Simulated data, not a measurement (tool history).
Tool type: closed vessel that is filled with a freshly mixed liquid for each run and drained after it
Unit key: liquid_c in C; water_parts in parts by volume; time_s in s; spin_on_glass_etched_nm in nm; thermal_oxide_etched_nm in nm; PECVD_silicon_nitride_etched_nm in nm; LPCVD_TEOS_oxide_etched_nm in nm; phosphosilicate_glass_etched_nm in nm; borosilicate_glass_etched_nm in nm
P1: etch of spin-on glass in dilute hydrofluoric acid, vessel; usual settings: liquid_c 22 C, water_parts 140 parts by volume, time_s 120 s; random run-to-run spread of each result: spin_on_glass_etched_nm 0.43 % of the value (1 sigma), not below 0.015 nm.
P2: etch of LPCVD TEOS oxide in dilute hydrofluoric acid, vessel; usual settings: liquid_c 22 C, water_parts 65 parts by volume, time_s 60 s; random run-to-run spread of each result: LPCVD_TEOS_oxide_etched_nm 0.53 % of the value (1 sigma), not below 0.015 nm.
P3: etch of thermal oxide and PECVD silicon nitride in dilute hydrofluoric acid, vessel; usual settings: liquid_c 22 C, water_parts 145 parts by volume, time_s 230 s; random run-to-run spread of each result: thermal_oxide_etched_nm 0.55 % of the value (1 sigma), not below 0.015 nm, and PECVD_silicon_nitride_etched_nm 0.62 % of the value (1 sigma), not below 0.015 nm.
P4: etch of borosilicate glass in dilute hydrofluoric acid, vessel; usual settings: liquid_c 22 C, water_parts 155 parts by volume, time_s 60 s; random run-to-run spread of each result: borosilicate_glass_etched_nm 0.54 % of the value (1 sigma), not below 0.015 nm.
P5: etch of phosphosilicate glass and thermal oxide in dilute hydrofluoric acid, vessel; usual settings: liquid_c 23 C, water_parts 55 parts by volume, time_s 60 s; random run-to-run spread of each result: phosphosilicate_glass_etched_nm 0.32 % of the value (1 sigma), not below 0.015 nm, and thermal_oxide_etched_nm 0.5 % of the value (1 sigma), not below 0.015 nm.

| run | hour | process | liquid_c | water_parts | time_s | hours since the thermometer was replaced | hours since the hydrofluoric acid flow meter was replaced | spin_on_glass_etched_nm | thermal_oxide_etched_nm | PECVD_silicon_nitride_etched_nm | LPCVD_TEOS_oxide_etched_nm | phosphosilicate_glass_etched_nm | borosilicate_glass_etched_nm |
|---|---|---|---|---|---|---|---|---|---|---|---|---|---|
| 1 | 17.9 | P1 | 22 | 140 | 120 | 452 | 447.1 | 26.884 |  |  |  |  |  |
| 2 | 36 | P1 | 22 | 140 | 175 | 470.1 | 465.2 | 39.17 |  |  |  |  |  |
| 3 | 52.5 | P3 | 22 | 145 | 375 | 486.6 | 481.7 |  | 11.352 | 5.9319 |  |  |  |
| 4 | 67.1 | P2 | 17 | 65 | 60 | 501.2 | 496.3 |  |  |  | 30.681 |  |  |
| 5 | 77.6 | P5 | 23 | 55 | 60 | 511.7 | 506.8 |  | 5.2031 |  |  | 218.65 |  |
| 6 | 88.4 | P2 | 22 | 65 | 105 | 522.5 | 517.6 |  |  |  | 66.47 |  |  |
| 7 | 103.4 | P4 | 22 | 155 | 110 | 537.5 | 532.6 |  |  |  |  |  | 22.472 |
| 8 | 117 | P1 | 22 | 140 | 120 | 551.1 | 546.2 | 27.176 |  |  |  |  |  |
| 9 | 129.9 | P3 | 22 | 145 | 230 | 564 | 559.1 |  | 7.0598 | 3.6978 |  |  |  |
| 10 | 142.9 | P1 | 17 | 140 | 120 | 577 | 572.1 | 22.057 |  |  |  |  |  |
| 11 | 157.1 | P5 | 23 | 55 | 60 | 591.2 | 586.3 |  | 5.1784 |  |  | 218.45 |  |
| 12 | 167.4 | P1 | 22 | 235 | 120 | 601.5 | 596.6 | 14.545 |  |  |  |  |  |
| 13 | 181.9 | P5 | 27 | 55 | 60 | 616 | 611.1 |  | 6.0778 |  |  | 258.06 |  |
| 14 | 193 | P4 | 22 | 155 | 60 | 627.1 | 622.2 |  |  |  |  |  | 12.162 |
| 15 | 207 | P1 | 22 | 140 | 120 | 641.1 | 636.2 | 26.943 |  |  |  |  |  |
| 16 | 223.9 | P2 | 22 | 20 | 60 | 658 | 653.1 |  |  |  | 131.89 |  |  |
| 17 | 238.7 | P1 | 25.5 | 140 | 120 | 672.8 | 667.9 | 30.951 |  |  |  |  |  |
| 18 | 252.8 | P5 | 23 | 55 | 105 | 686.9 | 682 |  | 9.0725 |  |  | 384.6 |  |
| 19 | 262.2 | P4 | 26 | 155 | 60 | 696.3 | 691.4 |  |  |  |  |  | 14.302 |
|  | 273.8 | hydrofluoric acid flow meter replaced |
| 20 | 280.1 | P1 | 22 | 140 | 30 | 714.2 | 6.3 | 6.7123 |  |  |  |  |  |
| 21 | 295.4 | P1 | 22 | 140 | 120 | 729.5 | 21.6 | 27.057 |  |  |  |  |  |
| 22 | 309.6 | P1 | 22 | 60 | 120 | 743.7 | 35.8 | 69.222 |  |  |  |  |  |
| 23 | 322.8 | P1 | 26 | 185 | 120 | 756.9 | 49 | 22.477 |  |  |  |  |  |
| 24 | 336.3 | P2 | 22 | 65 | 60 | 770.4 | 62.5 |  |  |  | 37.683 |  |  |
| 25 | 350.6 | P1 | 26 | 55 | 120 | 784.7 | 76.8 | 89.297 |  |  |  |  |  |
| 26 | 365.5 | P3 | 17 | 145 | 230 | 799.6 | 91.7 |  | 5.7313 | 2.6015 |  |  |  |
| 27 | 376.8 | P1 | 22 | 140 | 120 | 810.9 | 103 | 26.893 |  |  |  |  |  |
| 28 | 390 | P3 | 22 | 200 | 230 | 824.1 | 116.2 |  | 4.7577 | 2.6546 |  |  |  |
| 29 | 407.2 | P5 | 23 | 100 | 60 | 841.3 | 133.4 |  | 2.6718 |  |  | 113.82 |  |
| 30 | 423.4 | P4 | 22 | 215 | 60 | 857.5 | 149.6 |  |  |  |  |  | 8.2292 |
| 31 | 441.8 | P1 | 22 | 140 | 120 | 875.9 | 168 | 26.86 |  |  |  |  |  |
| 32 | 449.9 | P1 | 22 | 140 | 120 | 884 | 176.1 | 27.339 |  |  |  |  |  |
| 33 | 463.6 | P1 | 22 | 140 | 120 | 897.7 | 189.8 | 27.883 |  |  |  |  |  |
| 34 | 472 | P1 | 22 | 140 | 120 | 906.1 | 198.2 | 28.039 |  |  |  |  |  |
| 35 | 481.7 | P1 | 22 | 140 | 120 | 915.8 | 207.9 | 28.246 |  |  |  |  |  |
| 36 | 493.6 | P1 | 22 | 140 | 120 | 927.7 | 219.8 | 28.519 |  |  |  |  |  |
| 37 | 507.4 | P1 | 22 | 140 | 120 | 941.5 | 233.6 | 28.446 |  |  |  |  |  |
| 38 | 525.1 | P1 | 22 | 140 | 120 | 959.2 | 251.3 | 28.843 |  |  |  |  |  |
| 39 | 535.8 | P1 | 22 | 140 | 120 | 969.9 | 262 | 28.982 |  |  |  |  |  |
| 40 | 552.7 | P1 | 22 | 140 | 120 | 986.8 | 278.9 | 28.708 |  |  |  |  |  |
| 41 | 566.5 | P1 | 22 | 140 | 120 | 1000.6 | 292.7 | 28.781 |  |  |  |  |  |
| 42 | 582.2 | P1 | 22 | 140 | 120 | 1016.3 | 308.4 | 28.694 |  |  |  |  |  |

Something has made what P1 gives creep away from where it was; the 2 causes below, each at its own stated size, fit the log equally well:
A: liquid hotter than its thermometer reads (K) = 1.74
B: hydrofluoric acid flow above the setpoint (%) = 6.04
The creep began at about hour 441.8.

Each of the 4 check runs below uses one wafer; its results are left as question marks. Which run tells the causes apart?
| check 1 | 597.9 | P4 | 22 | 155 | 105 |  |  |  |  |  |  |  | ? |
| check 2 | 597.9 | P3 | 18 | 145 | 335 |  |  |  | ? | ? |  |  |  |
| check 3 | 597.9 | P2 | 17 | 65 | 100 |  |  |  |  |  | ? |  |  |
| check 4 | 597.9 | P5 | 23 | 95 | 90 |  |  |  | ? |  |  | ? |  |

What each check would give under each cause:
| check | result | if A | if B |
|---|---|---|---|
| check 1 | borosilicate_glass_etched_nm | 22.838 | 22.866 |
| check 2 | thermal_oxide_etched_nm | 9.2842 | 9.2538 |
| check 2 | PECVD_silicon_nitride_etched_nm | 4.5931 | 4.322 |
| check 3 | LPCVD_TEOS_oxide_etched_nm | 55.321 | 54.674 |
| check 4 | thermal_oxide_etched_nm | 4.5943 | 4.5756 |
| check 4 | phosphosilicate_glass_etched_nm | 193.61 | 192.82 |
Separation of the two closest causes in each check, using whichever result separates them best: check 1 0.12 %; check 2 6.08 %; check 3 1.18 %; check 4 0.41 %
Of the check runs offered, only check 2 discriminates between the causes; the rest would read about the same regardless of which cause applies.

Check 2 has now been run. It gave: thermal_oxide_etched_nm 9.1539 nm; PECVD_silicon_nitride_etched_nm 4.5195 nm. Which of the candidate causes is it?

A is the cause: liquid hotter than its thermometer reads (K).
